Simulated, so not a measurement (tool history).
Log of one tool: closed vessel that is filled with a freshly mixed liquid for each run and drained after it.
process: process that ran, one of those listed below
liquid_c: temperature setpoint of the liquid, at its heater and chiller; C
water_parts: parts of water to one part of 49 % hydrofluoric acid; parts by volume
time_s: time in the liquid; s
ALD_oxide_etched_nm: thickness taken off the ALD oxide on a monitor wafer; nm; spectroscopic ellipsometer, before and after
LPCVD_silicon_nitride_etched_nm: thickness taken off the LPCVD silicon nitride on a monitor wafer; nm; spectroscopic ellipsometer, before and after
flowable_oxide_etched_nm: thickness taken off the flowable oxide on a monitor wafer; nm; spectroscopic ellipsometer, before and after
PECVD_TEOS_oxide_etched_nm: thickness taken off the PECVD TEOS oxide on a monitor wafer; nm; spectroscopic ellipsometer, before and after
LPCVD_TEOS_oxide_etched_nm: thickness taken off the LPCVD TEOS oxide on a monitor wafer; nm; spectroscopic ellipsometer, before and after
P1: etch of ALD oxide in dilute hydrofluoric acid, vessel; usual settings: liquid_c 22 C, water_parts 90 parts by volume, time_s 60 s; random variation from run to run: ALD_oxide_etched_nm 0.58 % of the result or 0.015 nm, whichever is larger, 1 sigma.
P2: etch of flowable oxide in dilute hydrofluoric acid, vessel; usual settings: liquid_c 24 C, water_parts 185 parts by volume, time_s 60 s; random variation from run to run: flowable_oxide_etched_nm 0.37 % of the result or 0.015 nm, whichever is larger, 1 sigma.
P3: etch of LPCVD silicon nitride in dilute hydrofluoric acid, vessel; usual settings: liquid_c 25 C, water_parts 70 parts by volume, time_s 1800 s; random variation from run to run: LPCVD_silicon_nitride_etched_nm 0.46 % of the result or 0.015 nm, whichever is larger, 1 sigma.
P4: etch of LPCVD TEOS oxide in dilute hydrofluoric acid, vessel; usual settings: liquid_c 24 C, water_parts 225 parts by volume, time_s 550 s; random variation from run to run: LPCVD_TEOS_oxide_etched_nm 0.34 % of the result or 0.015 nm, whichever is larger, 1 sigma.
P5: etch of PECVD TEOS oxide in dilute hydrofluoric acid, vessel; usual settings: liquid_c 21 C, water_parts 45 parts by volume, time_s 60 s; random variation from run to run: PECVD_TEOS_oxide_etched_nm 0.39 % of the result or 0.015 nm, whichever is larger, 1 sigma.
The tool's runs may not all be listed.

run   hour  process  liquid_c  water_parts  time_s  hours since the thermometer was replaced  hours since the hydrofluoric acid flow meter was replaced  ALD_oxide_etched_nm  LPCVD_silicon_nitride_etched_nm  flowable_oxide_etched_nm  PECVD_TEOS_oxide_etched_nm  LPCVD_TEOS_oxide_etched_nm
  1    9.9       P1        22           90      60                                     905.2                                                     1504.3                13.79
  2   23.6       P1      29.5           90      60                                     918.9                                                       1518               18.234
  3   36.6       P1        22           90      60                                     931.9                                                       1531               13.565
  4   50.4       P1        22           90      30                                     945.7                                                     1544.8               6.8836
  5   64.9       P3        25           35    1800                                     960.2                                                     1559.3                                                 26.96
  6   79.9       P2      30.5          185      60                                     975.2                                                     1574.3                                                                          12.597
  7   97.4       P5        17           45      60                                     992.7                                                     1591.8                                                                                                      15.907
  8    113       P1        27           50      60                                    1008.3                                                     1607.4               31.788
  9  123.3       P2        24          185      60                                    1018.6                                                     1617.7                                                                          9.9958
 10  134.1       P3      17.5           70    1800                                    1029.4                                                     1628.5                                                8.1731
 11  144.4       P1        22          150      60                                    1039.7                                                     1638.8                7.685
 12  154.7       P5        21           75      60                                      1050                                                     1649.1                                                                                                      11.001
 13  166.3       P1        22           90      60                                    1061.6                                                     1660.7               13.731
 14  175.5       P1      17.5           90      60                                    1070.8                                                     1669.9               11.418
 15  186.5       P5        21           45      60                                    1081.8                                                     1680.9                                                                                                      18.985
 16    198       P4        32          225     550                                    1093.3                                                     1692.4                                                                                                                                  47.779
 17  205.9       P1        22           35      60                                    1101.2                                                     1700.3               38.079
 18    218       P4        24          225     550                                    1113.3                                                     1712.4                                                                                                                                  36.595
 19  231.7       P5        21           45     115                                      1127                                                     1726.1                                                                                                      36.373
 20  248.5       P3        25           70     175                                    1143.8                                                     1742.9                                                1.3155
 21  257.3       P3        25           70    1800                                    1152.6                                                     1751.7                                                13.707
 22  271.5       P4        24           60     550                                    1166.8                                                     1765.9                                                                                                                                  165.32
 23  288.2       P1        22           90      60                                    1183.5                                                     1782.6               13.712
 24  304.6       P1      17.5          155      60                                    1199.9                                                       1799               6.1809
 25  319.3       P1        22           90     105                                    1214.6                                                     1813.7               23.803

Run 26 comes next. What will it give?
 26  334.8       P2        24           95      60                                    1230.1                                                     1829.2                                                                               ?

Run 26 gave flowable_oxide_etched_nm 21.366 nm.
